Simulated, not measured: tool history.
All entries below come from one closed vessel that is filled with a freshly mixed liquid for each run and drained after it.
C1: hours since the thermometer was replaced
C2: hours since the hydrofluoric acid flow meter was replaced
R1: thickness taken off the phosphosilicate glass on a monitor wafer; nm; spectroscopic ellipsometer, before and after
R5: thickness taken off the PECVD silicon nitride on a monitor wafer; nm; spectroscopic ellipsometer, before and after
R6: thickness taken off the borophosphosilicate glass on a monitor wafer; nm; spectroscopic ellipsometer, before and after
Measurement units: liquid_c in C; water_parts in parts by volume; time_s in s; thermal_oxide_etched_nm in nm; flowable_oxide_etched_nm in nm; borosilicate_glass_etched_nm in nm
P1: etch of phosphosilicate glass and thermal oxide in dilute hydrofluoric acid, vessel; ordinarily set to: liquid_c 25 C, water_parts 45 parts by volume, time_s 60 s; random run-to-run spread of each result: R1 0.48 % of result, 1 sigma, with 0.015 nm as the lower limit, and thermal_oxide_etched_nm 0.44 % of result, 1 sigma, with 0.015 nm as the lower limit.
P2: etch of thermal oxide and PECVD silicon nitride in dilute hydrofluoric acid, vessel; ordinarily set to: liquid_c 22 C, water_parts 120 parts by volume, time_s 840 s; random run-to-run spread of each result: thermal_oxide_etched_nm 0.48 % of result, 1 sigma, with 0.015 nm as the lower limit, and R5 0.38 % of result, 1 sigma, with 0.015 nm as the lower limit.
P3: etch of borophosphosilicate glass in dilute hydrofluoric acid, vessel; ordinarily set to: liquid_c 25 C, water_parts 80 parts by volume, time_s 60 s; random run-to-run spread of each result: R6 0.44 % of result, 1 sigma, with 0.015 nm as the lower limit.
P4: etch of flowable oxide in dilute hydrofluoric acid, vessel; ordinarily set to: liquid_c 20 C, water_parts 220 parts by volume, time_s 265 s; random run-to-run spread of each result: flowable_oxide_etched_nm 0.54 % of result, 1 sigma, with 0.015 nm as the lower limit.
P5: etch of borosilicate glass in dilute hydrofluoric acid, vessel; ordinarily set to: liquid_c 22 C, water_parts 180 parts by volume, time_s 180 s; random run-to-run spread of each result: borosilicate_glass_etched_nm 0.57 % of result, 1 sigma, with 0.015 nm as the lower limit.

run 1 hour=13.4 | process=P1 liquid_c=25 water_parts=45 time_s=60 | C1=859.5 C2=471.6 | R1=174.33 thermal_oxide_etched_nm=7.2727
run 2 hour=21.2 | process=P4 liquid_c=20 water_parts=220 time_s=35 | C1=867.3 C2=479.4 | flowable_oxide_etched_nm=3.7695
run 3 hour=34 | process=P1 liquid_c=20 water_parts=45 time_s=60 | C1=880.1 C2=492.2 | R1=140.54 thermal_oxide_etched_nm=5.8936
run 4 hour=50.5 | process=P1 liquid_c=25 water_parts=20 time_s=60 | C1=896.6 C2=508.7 | R1=402.88 thermal_oxide_etched_nm=16.99
run 5 hour=58.1 | process=P1 liquid_c=31 water_parts=45 time_s=60 | C1=904.2 C2=516.3 | R1=219.46 thermal_oxide_etched_nm=9.3358
run 6 hour=71.8 | process=P5 liquid_c=22 water_parts=100 time_s=180 | C1=917.9 C2=530 | borosilicate_glass_etched_nm=37.127
run 7 hour=85 | process=P1 liquid_c=25 water_parts=45 time_s=60 | C1=931.1 C2=543.2 | R1=172.72 thermal_oxide_etched_nm=7.3672
run 8 hour=99.6 | process=P1 liquid_c=25 water_parts=45 time_s=60 | C1=945.7 C2=557.8 | R1=171.61 thermal_oxide_etched_nm=7.3215
run 9 hour=108.5 | process=P1 liquid_c=25 water_parts=45 time_s=60 | C1=954.6 C2=566.7 | R1=173.52 thermal_oxide_etched_nm=7.2878
run 10 hour=116.1 | process=P2 liquid_c=17 water_parts=120 time_s=840 | C1=962.2 C2=574.3 | thermal_oxide_etched_nm=22.909 R5=17.623
run 11 hour=131.5 | process=P1 liquid_c=25 water_parts=60 time_s=30 | C1=977.6 C2=589.7 | R1=63.103 thermal_oxide_etched_nm=2.6895
-- hour=136.5 hydrofluoric acid flow meter replaced
run 12 hour=141.3 | process=P1 liquid_c=25 water_parts=45 time_s=30 | C1=987.4 C2=4.9 | R1=86.731 thermal_oxide_etched_nm=3.6874
run 13 hour=148.4 | process=P4 liquid_c=17 water_parts=220 time_s=265 | C1=994.5 C2=12 | flowable_oxide_etched_nm=25.243
run 14 hour=156.2 | process=P1 liquid_c=25 water_parts=45 time_s=60 | C1=1002.3 C2=19.8 | R1=173.85 thermal_oxide_etched_nm=7.2976
run 15 hour=168.3 | process=P1 liquid_c=25 water_parts=45 time_s=60 | C1=1014.4 C2=31.9 | R1=173.38 thermal_oxide_etched_nm=7.3061
run 16 hour=178.3 | process=P3 liquid_c=25 water_parts=115 time_s=60 | C1=1024.4 C2=41.9 | R6=21.017
run 17 hour=192.8 | process=P1 liquid_c=18 water_parts=45 time_s=35 | C1=1038.9 C2=56.4 | R1=75.071 thermal_oxide_etched_nm=3.2122
run 18 hour=203.2 | process=P5 liquid_c=17 water_parts=180 time_s=180 | C1=1049.3 C2=66.8 | borosilicate_glass_etched_nm=15.491
run 19 hour=212.6 | process=P3 liquid_c=25 water_parts=80 time_s=90 | C1=1058.7 C2=76.2 | R6=47.866
run 20 hour=220.3 | process=P1 liquid_c=31.5 water_parts=20 time_s=60 | C1=1066.4 C2=83.9 | R1=527.05 thermal_oxide_etched_nm=22.263
run 21 hour=232.2 | process=P5 liquid_c=22 water_parts=180 time_s=180 | C1=1078.3 C2=95.8 | borosilicate_glass_etched_nm=18.668
run 22 hour=242 | process=P1 liquid_c=25 water_parts=45 time_s=95 | C1=1088.1 C2=105.6 | R1=275.01 thermal_oxide_etched_nm=11.559
run 23 hour=258.3 | process=P4 liquid_c=20 water_parts=220 time_s=265 | C1=1104.4 C2=121.9 | flowable_oxide_etched_nm=28.513
run 24 hour=267.6 | process=P1 liquid_c=25 water_parts=80 time_s=60 | C1=1113.7 C2=131.2 | R1=92.439 thermal_oxide_etched_nm=3.9297
run 25 hour=283.6 | process=P4 liquid_c=20 water_parts=80 time_s=265 | C1=1129.7 C2=147.2 | flowable_oxide_etched_nm=90.656
run 26 hour=293.2 | process=P2 liquid_c=22 water_parts=120 time_s=840 | C1=1139.3 C2=156.8 | thermal_oxide_etched_nm=28.237 R5=24.846
run 27 hour=305.2 | process=P3 liquid_c=25 water_parts=80 time_s=60 | C1=1151.3 C2=168.8 | R6=31.507
run 28 hour=314.9 | process=P4 liquid_c=20 water_parts=220 time_s=265 | C1=1161 C2=178.5 | flowable_oxide_etched_nm=28.45
run 29 hour=326.7 | process=P3 liquid_c=17 water_parts=80 time_s=60 | C1=1172.8 C2=190.3 | R6=22.721
run 30 hour=339.2 | process=P3 liquid_c=25 water_parts=80 time_s=60 | C1=1185.3 C2=202.8 | R6=31.554
run 31 hour=347.2 | process=P2 liquid_c=22 water_parts=45 time_s=840 | C1=1193.3 C2=210.8 | thermal_oxide_etched_nm=82.298 R5=65.421
run 32 hour=357.1 | process=P2 liquid_c=22 water_parts=120 time_s=840 | C1=1203.2 C2=220.7 | thermal_oxide_etched_nm=28.127 R5=24.723
run 33 hour=373.7 | process=P5 liquid_c=22 water_parts=180 time_s=180 | C1=1219.8 C2=237.3 | borosilicate_glass_etched_nm=18.746
run 34 hour=388.4 | process=P2 liquid_c=22 water_parts=120 time_s=1435 | C1=1234.5 C2=252 | thermal_oxide_etched_nm=48.125 R5=42.588
run 35 hour=401.6 | process=P5 liquid_c=22 water_parts=180 time_s=30 | C1=1247.7 C2=265.2 | borosilicate_glass_etched_nm=3.1223
run 36 hour=415.9 | process=P1 liquid_c=25 water_parts=45 time_s=60 | C1=1262 C2=279.5 | R1=173.37 thermal_oxide_etched_nm=7.3281
run 37 hour=423.2 | process=P1 liquid_c=25 water_parts=45 time_s=60 | C1=1269.3 C2=286.8 | R1=178.47 thermal_oxide_etched_nm=7.5545
run 38 hour=430.7 | process=P1 liquid_c=25 water_parts=45 time_s=60 | C1=1276.8 C2=294.3 | R1=181.03 thermal_oxide_etched_nm=7.716
run 39 hour=444.5 | process=P1 liquid_c=25 water_parts=45 time_s=60 | C1=1290.6 C2=308.1 | R1=184.35 thermal_oxide_etched_nm=7.7476
run 40 hour=452.6 | process=P1 liquid_c=25 water_parts=45 time_s=60 | C1=1298.7 C2=316.2 | R1=185.4 thermal_oxide_etched_nm=7.8154
run 41 hour=467.7 | process=P1 liquid_c=25 water_parts=45 time_s=60 | C1=1313.8 C2=331.3 | R1=186.02 thermal_oxide_etched_nm=7.8292
run 42 hour=478.5 | process=P1 liquid_c=25 water_parts=45 time_s=60 | C1=1324.6 C2=342.1 | R1=186.4 thermal_oxide_etched_nm=7.8458

The log shows P1 creeping away from where it was. Any of the 2 causes listed here, at the size stated for it, fits the log just as well as the others:
A: hydrofluoric acid flow above the setpoint (%) = 7
B: liquid hotter than its thermometer reads (K) = 1.77
Creep in the process output first set in at about hour 415.9.

Each of the 4 check runs below uses one wafer; its results are left as question marks. Which run tells the causes apart?
run check 1 hour=489.3 | process=P3 liquid_c=19 water_parts=80 time_s=80 | R6=?
run check 2 hour=489.3 | process=P4 liquid_c=20 water_parts=150 time_s=165 | flowable_oxide_etched_nm=?
run check 3 hour=489.3 | process=P2 liquid_c=22 water_parts=70 time_s=1355 | thermal_oxide_etched_nm=? R5=?
run check 4 hour=489.3 | process=P5 liquid_c=22 water_parts=180 time_s=30 | borosilicate_glass_etched_nm=?

Predicted outcomes, by check and by cause:
check=check_1 result=R6 if_A=35.526 if_B=35.534
check=check_2 result=flowable_oxide_etched_nm if_A=30.214 if_B=29.97
check=check_3 result=thermal_oxide_etched_nm if_A=88.53 if_B=88.448
check=check_3 result=R5 if_A=72.835 if_B=76.8
check=check_4 result=borosilicate_glass_etched_nm if_A=3.3843 if_B=3.3403
Distance between the nearest two causes, measured in the result of the check that separates them most: check 1 0.02 %; check 2 0.81 %; check 3 5.3 %; check 4 1.31 %
The other checks would show nearly matching results whichever cause is true, so check 3 is the only one that separates the causes.

Then check 3 was run and gave: thermal_oxide_etched_nm 88.597 nm; R5 73.304 nm. Which cause is it?

It was cause A: hydrofluoric acid flow above the setpoint (%).

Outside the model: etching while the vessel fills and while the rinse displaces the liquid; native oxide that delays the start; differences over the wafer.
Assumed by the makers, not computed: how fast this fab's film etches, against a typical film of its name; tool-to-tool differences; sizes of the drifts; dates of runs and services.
